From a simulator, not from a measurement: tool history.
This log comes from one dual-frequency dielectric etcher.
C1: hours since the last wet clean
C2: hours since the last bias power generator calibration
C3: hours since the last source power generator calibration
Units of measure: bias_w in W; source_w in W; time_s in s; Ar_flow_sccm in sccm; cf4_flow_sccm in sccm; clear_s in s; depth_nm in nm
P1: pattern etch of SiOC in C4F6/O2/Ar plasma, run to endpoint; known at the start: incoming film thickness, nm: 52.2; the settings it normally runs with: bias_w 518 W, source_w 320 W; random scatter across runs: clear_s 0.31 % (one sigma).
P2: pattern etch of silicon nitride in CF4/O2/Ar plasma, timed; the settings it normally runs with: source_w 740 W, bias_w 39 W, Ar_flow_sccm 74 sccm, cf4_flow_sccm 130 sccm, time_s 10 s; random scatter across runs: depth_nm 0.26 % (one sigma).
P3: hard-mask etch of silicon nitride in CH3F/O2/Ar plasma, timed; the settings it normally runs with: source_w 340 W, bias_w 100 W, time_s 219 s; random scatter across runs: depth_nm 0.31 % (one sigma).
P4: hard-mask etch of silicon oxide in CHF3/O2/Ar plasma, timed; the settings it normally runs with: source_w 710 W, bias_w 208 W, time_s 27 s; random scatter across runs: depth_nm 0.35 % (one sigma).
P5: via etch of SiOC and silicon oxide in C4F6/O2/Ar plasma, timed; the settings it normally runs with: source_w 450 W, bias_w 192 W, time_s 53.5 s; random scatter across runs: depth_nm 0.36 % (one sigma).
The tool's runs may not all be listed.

{"run": 1, "hour": 8.0, "process": "P1", "bias_w": 518, "source_w": 320, "C1": 127.5, "C2": 3100.4, "C3": 851.4, "clear_s": 18.563}
{"run": 2, "hour": 15.1, "process": "P5", "bias_w": 135, "source_w": 450, "time_s": 53.5, "C1": 134.6, "C2": 3107.5, "C3": 858.5, "depth_nm": 57.457}
{"run": 3, "hour": 22.6, "process": "P2", "bias_w": 39, "source_w": 740, "time_s": 10, "Ar_flow_sccm": 74, "cf4_flow_sccm": 130, "C1": 142.1, "C2": 3115, "C3": 866, "depth_nm": 25.003}
{"run": 4, "hour": 28.9, "process": "P1", "bias_w": 414, "source_w": 390, "C1": 148.4, "C2": 3121.3, "C3": 872.3, "clear_s": 18.951}
{"run": 5, "hour": 36.8, "process": "P2", "bias_w": 39, "source_w": 740, "time_s": 10, "Ar_flow_sccm": 74, "cf4_flow_sccm": 130, "C1": 156.3, "C2": 3129.2, "C3": 880.2, "depth_nm": 25.064}
{"run": 6, "hour": 44.3, "process": "P3", "bias_w": 100, "source_w": 340, "time_s": 219, "C1": 163.8, "C2": 3136.7, "C3": 887.7, "depth_nm": 157.68}
{"run": 7, "hour": 50.7, "process": "P4", "bias_w": 208, "source_w": 710, "time_s": 27, "C1": 170.2, "C2": 3143.1, "C3": 894.1, "depth_nm": 60.809}
{"run": 8, "hour": 58.6, "process": "P1", "bias_w": 518, "source_w": 320, "C1": 178.1, "C2": 3151, "C3": 902, "clear_s": 18.669}
{"run": 9, "hour": 64.7, "process": "P1", "bias_w": 518, "source_w": 320, "C1": 184.2, "C2": 3157.1, "C3": 908.1, "clear_s": 18.684}
{"run": 10, "hour": 72.3, "process": "P1", "bias_w": 518, "source_w": 210, "C1": 191.8, "C2": 3164.7, "C3": 915.7, "clear_s": 21.802}
{"run": 11, "hour": 80.0, "process": "P2", "bias_w": 39, "source_w": 740, "time_s": 10, "Ar_flow_sccm": 74, "cf4_flow_sccm": 166, "C1": 199.5, "C2": 3172.4, "C3": 923.4, "depth_nm": 25.553}
{"run": 12, "hour": 90.7, "process": "P4", "bias_w": 208, "source_w": 710, "time_s": 27, "C1": 210.2, "C2": 3183.1, "C3": 934.1, "depth_nm": 60.624}
{"run": 13, "hour": 98.1, "process": "P1", "bias_w": 518, "source_w": 320, "C1": 217.6, "C2": 3190.5, "C3": 941.5, "clear_s": 18.69}
{"run": 14, "hour": 108.6, "process": "P3", "bias_w": 100, "source_w": 250, "time_s": 219, "C1": 228.1, "C2": 3201, "C3": 952, "depth_nm": 140.25}
{"run": 15, "hour": 114.7, "process": "P1", "bias_w": 725, "source_w": 320, "C1": 234.2, "C2": 3207.1, "C3": 958.1, "clear_s": 16.377}
{"run": 16, "hour": 123.1, "process": "P2", "bias_w": 39, "source_w": 740, "time_s": 10, "Ar_flow_sccm": 53, "cf4_flow_sccm": 130, "C1": 242.6, "C2": 3215.5, "C3": 966.5, "depth_nm": 25.776}
{"run": 17, "hour": 133.5, "process": "P1", "bias_w": 518, "source_w": 320, "C1": 253, "C2": 3225.9, "C3": 976.9, "clear_s": 18.676}
{"run": 18, "hour": 139.4, "process": "P3", "bias_w": 100, "source_w": 340, "time_s": 128.5, "C1": 258.9, "C2": 3231.8, "C3": 982.8, "depth_nm": 92.459}
{"run": 19, "hour": 149.2, "process": "P1", "bias_w": 518, "source_w": 320, "C1": 268.7, "C2": 3241.6, "C3": 992.6, "clear_s": 18.668}
{"run": 20, "hour": 155.1, "process": "P4", "bias_w": 208, "source_w": 710, "time_s": 39, "C1": 274.6, "C2": 3247.5, "C3": 998.5, "depth_nm": 86.747}
{"run": 21, "hour": 163.6, "process": "P5", "bias_w": 192, "source_w": 450, "time_s": 34.5, "C1": 283.1, "C2": 3256, "C3": 1007, "depth_nm": 41.602}
{"run": 22, "hour": 171.6, "process": "P2", "bias_w": 39, "source_w": 740, "time_s": 12.5, "Ar_flow_sccm": 74, "cf4_flow_sccm": 130, "C1": 291.1, "C2": 3264, "C3": 1015, "depth_nm": 31.04}
{"run": 23, "hour": 179.5, "process": "P2", "bias_w": 39, "source_w": 540, "time_s": 10, "Ar_flow_sccm": 74, "cf4_flow_sccm": 130, "C1": 299, "C2": 3271.9, "C3": 1022.9, "depth_nm": 18.89}
{"run": 24, "hour": 188.8, "process": "P1", "bias_w": 518, "source_w": 420, "C1": 308.3, "C2": 3281.2, "C3": 1032.2, "clear_s": 16.821}
{"run": 25, "hour": 195.3, "process": "P5", "bias_w": 192, "source_w": 330, "time_s": 53.5, "C1": 314.8, "C2": 3287.7, "C3": 1038.7, "depth_nm": 57.333}
{"run": 26, "hour": 206.1, "process": "P2", "bias_w": 51, "source_w": 740, "time_s": 10, "Ar_flow_sccm": 74, "cf4_flow_sccm": 130, "C1": 325.6, "C2": 3298.5, "C3": 1049.5, "depth_nm": 27.231}
{"run": 27, "hour": 214.3, "process": "P1", "bias_w": 360, "source_w": 320, "C1": 333.8, "C2": 3306.7, "C3": 1057.7, "clear_s": 21.373}
{"run": 28, "hour": 221.3, "process": "P3", "bias_w": 72, "source_w": 340, "time_s": 219, "C1": 340.8, "C2": 3313.7, "C3": 1064.7, "depth_nm": 139.37}
{"hour": 230.6, "done": "source power generator calibrated"}
{"run": 29, "hour": 231.6, "process": "P4", "bias_w": 147, "source_w": 710, "time_s": 27, "C1": 351.1, "C2": 3324, "C3": 1.1, "depth_nm": 53.922}
{"run": 30, "hour": 240.4, "process": "P5", "bias_w": 192, "source_w": 450, "time_s": 53.5, "C1": 359.9, "C2": 3332.8, "C3": 9.9, "depth_nm": 63.974}
{"run": 31, "hour": 246.3, "process": "P5", "bias_w": 192, "source_w": 450, "time_s": 53.5, "C1": 365.8, "C2": 3338.7, "C3": 15.8, "depth_nm": 64.437}
{"run": 32, "hour": 256.7, "process": "P1", "bias_w": 518, "source_w": 320, "C1": 376.2, "C2": 3349.1, "C3": 26.2, "clear_s": 18.735}
{"run": 33, "hour": 266.7, "process": "P4", "bias_w": 208, "source_w": 880, "time_s": 27, "C1": 386.2, "C2": 3359.1, "C3": 36.2, "depth_nm": 65.509}
{"run": 34, "hour": 276.7, "process": "P1", "bias_w": 518, "source_w": 320, "C1": 396.2, "C2": 3369.1, "C3": 46.2, "clear_s": 18.636}

Run 35 has not been measured yet. What should we expect?
{"run": 35, "hour": 284.1, "process": "P1", "bias_w": 518, "source_w": 320, "C1": 403.6, "C2": 3376.5, "C3": 53.6, "clear_s": "?"}

clear_s: 18.502 s
